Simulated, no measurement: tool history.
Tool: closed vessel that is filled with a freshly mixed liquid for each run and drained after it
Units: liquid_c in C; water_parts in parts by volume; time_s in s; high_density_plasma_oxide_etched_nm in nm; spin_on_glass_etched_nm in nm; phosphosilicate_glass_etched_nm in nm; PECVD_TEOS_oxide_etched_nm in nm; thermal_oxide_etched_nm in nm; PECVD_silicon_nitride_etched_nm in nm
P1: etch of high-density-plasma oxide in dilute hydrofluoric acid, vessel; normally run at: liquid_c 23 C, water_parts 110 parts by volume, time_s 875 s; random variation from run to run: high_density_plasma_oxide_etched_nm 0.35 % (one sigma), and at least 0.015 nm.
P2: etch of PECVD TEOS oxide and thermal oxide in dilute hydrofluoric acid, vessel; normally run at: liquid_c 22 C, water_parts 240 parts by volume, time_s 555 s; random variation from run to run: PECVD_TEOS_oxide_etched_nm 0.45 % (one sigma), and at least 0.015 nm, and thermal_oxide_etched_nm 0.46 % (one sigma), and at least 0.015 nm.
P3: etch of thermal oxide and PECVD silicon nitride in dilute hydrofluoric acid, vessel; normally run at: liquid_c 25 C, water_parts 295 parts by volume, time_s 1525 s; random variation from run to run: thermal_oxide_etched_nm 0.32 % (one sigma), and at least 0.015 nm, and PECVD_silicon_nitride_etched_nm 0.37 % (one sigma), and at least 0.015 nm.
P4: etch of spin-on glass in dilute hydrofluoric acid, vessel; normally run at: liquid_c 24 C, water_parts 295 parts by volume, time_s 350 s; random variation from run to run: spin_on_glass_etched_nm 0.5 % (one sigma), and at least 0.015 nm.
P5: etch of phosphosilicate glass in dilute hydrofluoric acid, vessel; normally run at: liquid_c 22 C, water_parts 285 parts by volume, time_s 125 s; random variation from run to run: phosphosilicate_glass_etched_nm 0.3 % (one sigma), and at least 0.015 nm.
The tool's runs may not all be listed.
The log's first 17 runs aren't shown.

run	hour	process	liquid_c	water_parts	time_s	hours since the thermometer was replaced	hours since the hydrofluoric acid flow meter was replaced	high_density_plasma_oxide_etched_nm	spin_on_glass_etched_nm	phosphosilicate_glass_etched_nm	PECVD_TEOS_oxide_etched_nm	thermal_oxide_etched_nm	PECVD_silicon_nitride_etched_nm
18	225.1	P3	30	295	1525	806.5	82.3					23.925	26.252
19	240.8	P2	22	240	1070	822.2	98				51.527	17.098	
20	255	P1	23	110	875	836.4	112.2	44.367					
21	271	P1	23	110	305	852.4	128.2	15.523					
22	284.4	P1	23	110	875	865.8	141.6	44.055					
23	292.4	P5	22	90	125	873.8	149.6			120.9			
24	300.5	P5	28	285	125	881.9	157.7			38.256			
25	308.2	P5	22	285	125	889.6	165.4			31.211			
26	317.6	P4	17	295	350	899	174.8		28.979				
27	328.3	P3	25	535	1525	909.7	185.5					9.0517	10.947
28	343.5	P1	23	110	875	924.9	200.7	44.35					
# hour 352.6: thermometer replaced
29	355.1	P4	24	295	350	2.5	212.3		37.179				
30	371.7	P2	22	240	555	19.1	228.9				26.57	8.8673	
31	385.8	P1	29.5	110	875	33.2	243	56.968					
32	395.4	P1	23	110	875	42.8	252.6	44.088					
33	411.5	P1	23	110	875	58.9	268.7	42.991					
34	421.7	P1	23	110	875	69.1	278.9	42.494					

Forecast run 35:
35	431.2	P1	23	110	875	78.6	288.4	?					

{"run 35": {"high_density_plasma_oxide_etched_nm": 41.756}}
